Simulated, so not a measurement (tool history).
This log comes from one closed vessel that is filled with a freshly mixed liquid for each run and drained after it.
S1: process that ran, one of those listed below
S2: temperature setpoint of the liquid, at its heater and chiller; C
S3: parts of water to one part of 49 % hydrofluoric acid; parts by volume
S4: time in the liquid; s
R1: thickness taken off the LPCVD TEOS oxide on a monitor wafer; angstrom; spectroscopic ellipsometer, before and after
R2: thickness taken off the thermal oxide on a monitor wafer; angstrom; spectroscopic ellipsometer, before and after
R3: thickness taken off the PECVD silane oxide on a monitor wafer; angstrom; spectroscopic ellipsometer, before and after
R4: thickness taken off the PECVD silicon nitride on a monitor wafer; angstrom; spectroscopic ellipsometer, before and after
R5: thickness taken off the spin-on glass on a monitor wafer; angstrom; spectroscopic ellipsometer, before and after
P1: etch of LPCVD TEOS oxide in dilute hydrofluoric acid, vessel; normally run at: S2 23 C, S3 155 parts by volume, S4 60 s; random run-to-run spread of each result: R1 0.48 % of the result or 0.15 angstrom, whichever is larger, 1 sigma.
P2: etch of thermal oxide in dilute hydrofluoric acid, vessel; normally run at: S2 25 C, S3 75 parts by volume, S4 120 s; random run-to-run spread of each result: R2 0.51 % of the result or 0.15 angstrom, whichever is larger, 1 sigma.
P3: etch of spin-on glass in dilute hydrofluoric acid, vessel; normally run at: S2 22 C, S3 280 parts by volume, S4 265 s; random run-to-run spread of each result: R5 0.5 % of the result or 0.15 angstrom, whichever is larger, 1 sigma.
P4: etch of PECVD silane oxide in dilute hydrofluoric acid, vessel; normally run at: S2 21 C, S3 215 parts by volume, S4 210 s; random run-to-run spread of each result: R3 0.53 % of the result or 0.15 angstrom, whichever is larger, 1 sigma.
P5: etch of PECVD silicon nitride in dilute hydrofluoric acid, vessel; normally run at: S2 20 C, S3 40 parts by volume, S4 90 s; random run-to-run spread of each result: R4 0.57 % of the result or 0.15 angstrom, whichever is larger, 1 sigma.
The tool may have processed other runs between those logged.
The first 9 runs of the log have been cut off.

{"run": 10, "day": 2.212, "S1": "P1", "S2": 23, "S3": 155, "S4": 60, "R1": 162.74}
{"run": 11, "day": 2.45, "S1": "P1", "S2": 17, "S3": 155, "S4": 90, "R1": 191.81}
{"run": 12, "day": 2.692, "S1": "P2", "S2": 17.5, "S3": 75, "S4": 120, "R2": 63.083}
{"run": 13, "day": 2.883, "S1": "P5", "S2": 20, "S3": 40, "S4": 90, "R4": 38.547}
{"run": 14, "day": 3.1, "S1": "P3", "S2": 30, "S3": 280, "S4": 265, "R5": 387.39}
{"run": 15, "day": 3.254, "S1": "P1", "S2": 29, "S3": 155, "S4": 60, "R1": 204.04}
{"run": 16, "day": 3.488, "S1": "P3", "S2": 22, "S3": 280, "S4": 85, "R5": 93.714}
{"run": 17, "day": 3.804, "S1": "P1", "S2": 23, "S3": 155, "S4": 60, "R1": 162.37}
{"day": 3.858, "done": "thermometer replaced"}
{"run": 18, "day": 4.038, "S1": "P1", "S2": 23, "S3": 35, "S4": 85, "R1": 1182.3}
{"run": 19, "day": 4.183, "S1": "P1", "S2": 23, "S3": 155, "S4": 30, "R1": 81.616}
{"run": 20, "day": 4.392, "S1": "P4", "S2": 21, "S3": 55, "S4": 210, "R3": 938.21}
{"run": 21, "day": 4.612, "S1": "P5", "S2": 20, "S3": 40, "S4": 90, "R4": 38.373}
{"run": 22, "day": 4.817, "S1": "P1", "S2": 23, "S3": 155, "S4": 60, "R1": 161.25}
{"run": 23, "day": 5.121, "S1": "P1", "S2": 23, "S3": 50, "S4": 60, "R1": 571.49}
{"run": 24, "day": 5.354, "S1": "P1", "S2": 23, "S3": 285, "S4": 60, "R1": 76.164}
{"run": 25, "day": 5.638, "S1": "P5", "S2": 20, "S3": 65, "S4": 90, "R4": 23.812}
{"run": 26, "day": 5.954, "S1": "P1", "S2": 23, "S3": 155, "S4": 60, "R1": 161.72}
{"run": 27, "day": 6.242, "S1": "P3", "S2": 22, "S3": 125, "S4": 265, "R5": 766.4}
{"run": 28, "day": 6.554, "S1": "P2", "S2": 25, "S3": 45, "S4": 120, "R2": 151.1}
{"run": 29, "day": 6.725, "S1": "P5", "S2": 24, "S3": 40, "S4": 90, "R4": 50.447}
{"run": 30, "day": 7.017, "S1": "P3", "S2": 22, "S3": 280, "S4": 265, "R5": 292.22}
{"run": 31, "day": 7.333, "S1": "P1", "S2": 17, "S3": 155, "S4": 60, "R1": 127.68}
{"run": 32, "day": 7.508, "S1": "P1", "S2": 23, "S3": 155, "S4": 60, "R1": 163.36}

Run 33 has not been measured yet. What should we expect?
{"run": 33, "day": 7.683, "S1": "P1", "S2": 23, "S3": 155, "S4": 60, "R1": "?"}

{"run 33": {"R1": 157.06}}
